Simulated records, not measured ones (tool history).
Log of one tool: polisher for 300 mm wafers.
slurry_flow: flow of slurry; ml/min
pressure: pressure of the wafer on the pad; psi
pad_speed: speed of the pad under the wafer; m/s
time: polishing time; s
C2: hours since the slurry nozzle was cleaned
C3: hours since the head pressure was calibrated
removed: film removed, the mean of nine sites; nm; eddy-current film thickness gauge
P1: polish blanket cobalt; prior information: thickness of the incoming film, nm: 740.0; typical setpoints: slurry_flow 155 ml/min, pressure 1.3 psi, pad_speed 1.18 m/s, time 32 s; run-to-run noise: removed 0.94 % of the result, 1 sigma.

{"run": 1, "day": 0.304, "slurry_flow": 155, "pressure": 1.3, "pad_speed": 1.18, "time": 32, "wafers polished on this pad": 1122, "C2": 289.9, "C3": 468.2, "removed": 150.17}
{"run": 2, "day": 0.708, "slurry_flow": 155, "pressure": 2.0, "pad_speed": 1.18, "time": 32, "wafers polished on this pad": 1215, "C2": 299.6, "C3": 477.9, "removed": 229.29}
{"run": 3, "day": 1.029, "slurry_flow": 155, "pressure": 1.3, "pad_speed": 1.18, "time": 32, "wafers polished on this pad": 1289, "C2": 307.3, "C3": 485.6, "removed": 150.53}
{"run": 4, "day": 1.4, "slurry_flow": 95, "pressure": 1.3, "pad_speed": 1.18, "time": 32, "wafers polished on this pad": 1374, "C2": 316.2, "C3": 494.5, "removed": 136.47}
{"run": 5, "day": 1.829, "slurry_flow": 155, "pressure": 1.3, "pad_speed": 0.72, "time": 19, "wafers polished on this pad": 1473, "C2": 326.5, "C3": 504.8, "removed": 55.906}
{"run": 6, "day": 2.45, "slurry_flow": 110, "pressure": 1.3, "pad_speed": 1.18, "time": 16, "wafers polished on this pad": 1616, "C2": 341.4, "C3": 519.7, "removed": 70.255}
{"run": 7, "day": 2.888, "slurry_flow": 155, "pressure": 1.3, "pad_speed": 1.18, "time": 32, "wafers polished on this pad": 1716, "C2": 351.9, "C3": 530.2, "removed": 152.77}
{"run": 8, "day": 3.329, "slurry_flow": 155, "pressure": 1.3, "pad_speed": 1.18, "time": 32, "wafers polished on this pad": 1818, "C2": 362.5, "C3": 540.8, "removed": 150.73}
{"run": 9, "day": 3.679, "slurry_flow": 155, "pressure": 1.3, "pad_speed": 1.18, "time": 32, "wafers polished on this pad": 1898, "C2": 370.9, "C3": 549.2, "removed": 151.51}
{"run": 10, "day": 3.996, "slurry_flow": 205, "pressure": 1.3, "pad_speed": 1.18, "time": 32, "wafers polished on this pad": 1971, "C2": 378.5, "C3": 556.8, "removed": 159.79}
{"run": 11, "day": 4.512, "slurry_flow": 155, "pressure": 1.3, "pad_speed": 1.18, "time": 32, "wafers polished on this pad": 2090, "C2": 390.9, "C3": 569.2, "removed": 150.45}
{"run": 12, "day": 5.088, "slurry_flow": 155, "pressure": 1.3, "pad_speed": 1.18, "time": 32, "wafers polished on this pad": 2222, "C2": 404.7, "C3": 583.0, "removed": 150.9}
{"run": 13, "day": 5.662, "slurry_flow": 155, "pressure": 1.3, "pad_speed": 1.82, "time": 32, "wafers polished on this pad": 2355, "C2": 418.5, "C3": 596.8, "removed": 234.24}
{"day": 5.954, "done": "slurry nozzle cleaned"}
{"run": 14, "day": 6.029, "slurry_flow": 155, "pressure": 0.7, "pad_speed": 1.18, "time": 32, "wafers polished on this pad": 2439, "C2": 1.9, "C3": 605.6, "removed": 81.635}
{"run": 15, "day": 6.579, "slurry_flow": 155, "pressure": 1.3, "pad_speed": 0.56, "time": 32, "wafers polished on this pad": 2565, "C2": 15.1, "C3": 618.8, "removed": 72.417}
{"run": 16, "day": 6.933, "slurry_flow": 155, "pressure": 1.3, "pad_speed": 1.18, "time": 49, "wafers polished on this pad": 2647, "C2": 23.6, "C3": 627.3, "removed": 233.59}
{"run": 17, "day": 7.446, "slurry_flow": 155, "pressure": 1.3, "pad_speed": 1.18, "time": 16, "wafers polished on this pad": 2765, "C2": 35.9, "C3": 639.6, "removed": 76.882}
{"run": 18, "day": 7.796, "slurry_flow": 155, "pressure": 1.3, "pad_speed": 1.18, "time": 32, "wafers polished on this pad": 2845, "C2": 44.3, "C3": 648.0, "removed": 151.84}
{"run": 19, "day": 8.321, "slurry_flow": 155, "pressure": 1.3, "pad_speed": 1.18, "time": 32, "wafers polished on this pad": 2966, "C2": 56.9, "C3": 660.6, "removed": 142.78}
{"run": 20, "day": 8.683, "slurry_flow": 155, "pressure": 1.3, "pad_speed": 1.18, "time": 32, "wafers polished on this pad": 3049, "C2": 65.6, "C3": 669.3, "removed": 141.95}
{"run": 21, "day": 9.246, "slurry_flow": 155, "pressure": 1.3, "pad_speed": 1.18, "time": 32, "wafers polished on this pad": 3179, "C2": 79.1, "C3": 682.8, "removed": 141.42}
{"run": 22, "day": 9.525, "slurry_flow": 155, "pressure": 1.3, "pad_speed": 1.18, "time": 32, "wafers polished on this pad": 3243, "C2": 85.8, "C3": 689.5, "removed": 138.38}
{"run": 23, "day": 9.975, "slurry_flow": 155, "pressure": 1.3, "pad_speed": 1.18, "time": 32, "wafers polished on this pad": 3347, "C2": 96.6, "C3": 700.3, "removed": 137.55}
{"day": 10.033, "done": "worn pad replaced by a new one"}
{"run": 24, "day": 10.488, "slurry_flow": 155, "pressure": 1.3, "pad_speed": 1.18, "time": 32, "wafers polished on this pad": 104, "C2": 108.9, "C3": 712.6, "removed": 140.53}
{"run": 25, "day": 10.808, "slurry_flow": 155, "pressure": 1.3, "pad_speed": 1.18, "time": 32, "wafers polished on this pad": 178, "C2": 116.6, "C3": 720.3, "removed": 137.45}

Something has made what P1 gives creep away from where it was; the 2 causes below, each at its own stated size, fit the log equally well:
A: head's pressure below its setpoint, % = 8.73
B: slurry flow missing at the pad, % = 35.8
The process output started creeping at around day 7.796.
Each remaining cause and why it is not a fit:
removal rate lost through wear of the pad, %: its service at day 10.033 followed the start of the drift and did not put the process back to its old value

Which of the 4 check runs listed below, each an average over 3 wafers with its results shown as question marks, gives clearly different results under the different listed causes?
{"run": "check 1", "day": 11.129, "slurry_flow": 155, "pressure": 1.3, "pad_speed": 1.78, "time": 16, "removed": "?"}
{"run": "check 2", "day": 11.129, "slurry_flow": 155, "pressure": 2.0, "pad_speed": 1.78, "time": 32, "removed": "?"}
{"run": "check 3", "day": 11.129, "slurry_flow": 155, "pressure": 1.3, "pad_speed": 0.64, "time": 48, "removed": "?"}
{"run": "check 4", "day": 11.129, "slurry_flow": 100, "pressure": 1.3, "pad_speed": 0.58, "time": 32, "removed": "?"}

If the cause were each of the candidates in turn, the checks would give the following:
check=check_1 result=removed if_A=104.330 if_B=104.330
check=check_2 result=removed if_A=321.010 if_B=321.000
check=check_3 result=removed if_A=112.540 if_B=112.530
check=check_4 result=removed if_A=62.128 if_B=59.512
Distance between the nearest two causes, measured in the result of the check that separates them most: check 1 0 %; check 2 0 %; check 3 0 %; check 4 4.3 %
Check 4 is the one run that separates the causes; every other check would come out nearly the same whichever cause is at work.

Check 4 was carried out, with these results: removed 62.354 nm. Which of the listed causes is responsible?

It is A: head's pressure below its setpoint, %.
